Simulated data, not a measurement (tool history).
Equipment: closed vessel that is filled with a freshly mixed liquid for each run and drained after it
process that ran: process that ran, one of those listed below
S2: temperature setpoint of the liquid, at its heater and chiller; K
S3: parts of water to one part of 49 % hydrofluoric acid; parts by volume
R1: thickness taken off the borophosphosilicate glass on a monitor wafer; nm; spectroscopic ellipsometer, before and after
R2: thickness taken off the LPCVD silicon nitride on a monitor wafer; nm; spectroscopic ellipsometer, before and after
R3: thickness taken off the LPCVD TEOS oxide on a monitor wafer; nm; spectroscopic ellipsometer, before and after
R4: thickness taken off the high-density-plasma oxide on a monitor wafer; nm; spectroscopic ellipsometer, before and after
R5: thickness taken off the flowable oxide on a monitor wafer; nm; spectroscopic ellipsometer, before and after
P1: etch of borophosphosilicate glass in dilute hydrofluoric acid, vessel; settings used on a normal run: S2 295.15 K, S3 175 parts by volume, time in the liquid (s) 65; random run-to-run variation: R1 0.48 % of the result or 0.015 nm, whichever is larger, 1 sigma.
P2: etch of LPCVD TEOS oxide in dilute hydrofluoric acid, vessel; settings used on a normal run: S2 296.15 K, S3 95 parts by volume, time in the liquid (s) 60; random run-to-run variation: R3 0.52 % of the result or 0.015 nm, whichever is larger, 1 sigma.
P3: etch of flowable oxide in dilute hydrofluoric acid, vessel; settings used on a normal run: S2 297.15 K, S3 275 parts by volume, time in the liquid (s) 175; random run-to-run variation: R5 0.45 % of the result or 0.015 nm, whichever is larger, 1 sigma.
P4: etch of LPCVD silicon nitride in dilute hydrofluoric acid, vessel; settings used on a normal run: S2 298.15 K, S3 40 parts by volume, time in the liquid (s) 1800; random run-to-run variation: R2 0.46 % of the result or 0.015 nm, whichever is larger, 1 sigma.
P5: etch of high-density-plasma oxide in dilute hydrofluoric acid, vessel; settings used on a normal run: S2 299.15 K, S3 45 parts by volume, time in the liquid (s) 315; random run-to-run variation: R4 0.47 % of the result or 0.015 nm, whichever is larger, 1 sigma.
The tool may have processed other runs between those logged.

run 1 day=0.692 | process_that_ran=P1 S2=295.15 S3=175 time_in_the_liquid_(s)=65 | R1=12.5860
run 2 day=1.300 | process_that_ran=P1 S2=295.15 S3=35 time_in_the_liquid_(s)=65 | R1=74.4510
run 3 day=1.858 | process_that_ran=P4 S2=298.15 S3=60 time_in_the_liquid_(s)=1800 | R2=15.467
run 4 day=2.304 | process_that_ran=P4 S2=298.15 S3=40 time_in_the_liquid_(s)=1800 | R2=23.257
run 5 day=2.867 | process_that_ran=P2 S2=291.65 S3=95 time_in_the_liquid_(s)=60 | R3=8.3054
run 6 day=3.350 | process_that_ran=P1 S2=295.15 S3=175 time_in_the_liquid_(s)=130 | R1=25.3840
run 7 day=3.704 | process_that_ran=P1 S2=299.65 S3=175 time_in_the_liquid_(s)=115 | R1=26.4380
run 8 day=4.221 | process_that_ran=P1 S2=295.15 S3=325 time_in_the_liquid_(s)=65 | R1=5.8669
run 9 day=5.017 | process_that_ran=P2 S2=296.15 S3=95 time_in_the_liquid_(s)=60 | R3=9.9558
run 10 day=5.788 | process_that_ran=P5 S2=299.15 S3=80 time_in_the_liquid_(s)=315 | R4=22.683
run 11 day=6.346 | process_that_ran=P5 S2=299.15 S3=45 time_in_the_liquid_(s)=130 | R4=17.139
run 12 day=7.029 | process_that_ran=P5 S2=299.15 S3=45 time_in_the_liquid_(s)=315 | R4=42.227
run 13 day=7.804 | process_that_ran=P3 S2=290.15 S3=275 time_in_the_liquid_(s)=175 | R5=27.199
run 14 day=8.350 | process_that_ran=P4 S2=305.65 S3=40 time_in_the_liquid_(s)=1800 | R2=37.978
run 15 day=8.942 | process_that_ran=P2 S2=296.15 S3=95 time_in_the_liquid_(s)=30 | R3=4.9972
run 16 day=9.646 | process_that_ran=P3 S2=297.15 S3=275 time_in_the_liquid_(s)=325 | R5=65.631
run 17 day=10.012 | process_that_ran=P1 S2=295.15 S3=175 time_in_the_liquid_(s)=65 | R1=12.7190
run 18 day=10.450 | process_that_ran=P1 S2=295.15 S3=240 time_in_the_liquid_(s)=30 | R1=3.9770
run 19 day=11.008 | process_that_ran=P1 S2=295.15 S3=175 time_in_the_liquid_(s)=65 | R1=12.6360
run 20 day=11.462 | process_that_ran=P5 S2=307.15 S3=45 time_in_the_liquid_(s)=315 | R4=57.697
run 21 day=12.050 | process_that_ran=P4 S2=298.15 S3=40 time_in_the_liquid_(s)=890 | R2=11.478
run 22 day=12.479 | process_that_ran=P3 S2=297.15 S3=75 time_in_the_liquid_(s)=175 | R5=162.330
run 23 day=13.221 | process_that_ran=P1 S2=291.65 S3=175 time_in_the_liquid_(s)=65 | R1=10.8910
run 24 day=13.892 | process_that_ran=P1 S2=302.15 S3=175 time_in_the_liquid_(s)=65 | R1=16.4180
run 25 day=14.392 | process_that_ran=P1 S2=295.15 S3=175 time_in_the_liquid_(s)=30 | R1=5.8239
run 26 day=15.142 | process_that_ran=P3 S2=297.15 S3=275 time_in_the_liquid_(s)=175 | R5=35.320
run 27 day=15.575 | process_that_ran=P4 S2=298.15 S3=40 time_in_the_liquid_(s)=1800 | R2=23.289
run 28 day=16.175 | process_that_ran=P1 S2=295.15 S3=175 time_in_the_liquid_(s)=65 | R1=12.5750
run 29 day=16.788 | process_that_ran=P1 S2=295.15 S3=175 time_in_the_liquid_(s)=65 | R1=12.5960
run 30 day=17.383 | process_that_ran=P1 S2=295.15 S3=175 time_in_the_liquid_(s)=65 | R1=12.6160
run 31 day=18.021 | process_that_ran=P1 S2=295.15 S3=175 time_in_the_liquid_(s)=65 | R1=12.6430
run 32 day=18.567 | process_that_ran=P2 S2=296.15 S3=140 time_in_the_liquid_(s)=60 | R3=6.3905
run 33 day=19.175 | process_that_ran=P1 S2=295.15 S3=175 time_in_the_liquid_(s)=65 | R1=12.5890
run 34 day=19.804 | process_that_ran=P1 S2=295.15 S3=175 time_in_the_liquid_(s)=65 | R1=13.0100
run 35 day=20.408 | process_that_ran=P1 S2=295.15 S3=175 time_in_the_liquid_(s)=65 | R1=13.1320
run 36 day=20.904 | process_that_ran=P1 S2=295.15 S3=175 time_in_the_liquid_(s)=65 | R1=13.3920
run 37 day=21.462 | process_that_ran=P1 S2=295.15 S3=175 time_in_the_liquid_(s)=65 | R1=13.3870
run 38 day=22.096 | process_that_ran=P1 S2=295.15 S3=175 time_in_the_liquid_(s)=65 | R1=13.4320
run 39 day=22.658 | process_that_ran=P1 S2=295.15 S3=175 time_in_the_liquid_(s)=65 | R1=13.5620
run 40 day=23.408 | process_that_ran=P1 S2=295.15 S3=175 time_in_the_liquid_(s)=65 | R1=13.4870
run 41 day=24.158 | process_that_ran=P1 S2=295.15 S3=175 time_in_the_liquid_(s)=65 | R1=13.5870
run 42 day=24.867 | process_that_ran=P1 S2=295.15 S3=175 time_in_the_liquid_(s)=65 | R1=13.6510

Something has made what P1 gives creep away from where it was; the 2 causes below, each at its own stated size, fit the log equally well:
A: hydrofluoric acid flow above the setpoint (%) = 6.19
B: liquid hotter than its thermometer reads (K) = 1.87
The onset of the drift is placed at about day 19.175.

Consider the 4 single-wafer check runs listed below, results given as question marks: which one distinguishes between the causes by giving clearly different results for each?
run check 1 day=25.575 | process_that_ran=P2 S2=292.15 S3=95 time_in_the_liquid_(s)=60 | R3=?
run check 2 day=25.575 | process_that_ran=P4 S2=303.65 S3=40 time_in_the_liquid_(s)=940 | R2=?
run check 3 day=25.575 | process_that_ran=P3 S2=292.65 S3=275 time_in_the_liquid_(s)=175 | R5=?
run check 4 day=25.575 | process_that_ran=P5 S2=303.65 S3=75 time_in_the_liquid_(s)=315 | R4=?

Expected result of each check under each candidate cause:
check=check_1 result=R3 if_A=9.0540 if_B=9.1532
check=check_2 result=R2 if_A=18.522 if_B=19.689
check=check_3 result=R5 if_A=32.291 if_B=32.105
check=check_4 result=R4 if_A=30.794 if_B=30.924
Minimum pairwise separation of causes per check, each pair taken at its best-separating result: check 1 1.09 %; check 2 6.11 %; check 3 0.58 %; check 4 0.42 %
The other checks would show nearly matching results whichever cause is true, so check 2 is the only one that separates the causes.

Then check 2 was run and gave: R2 19.785 nm. Which cause is it?

B is the cause: liquid hotter than its thermometer reads (K).
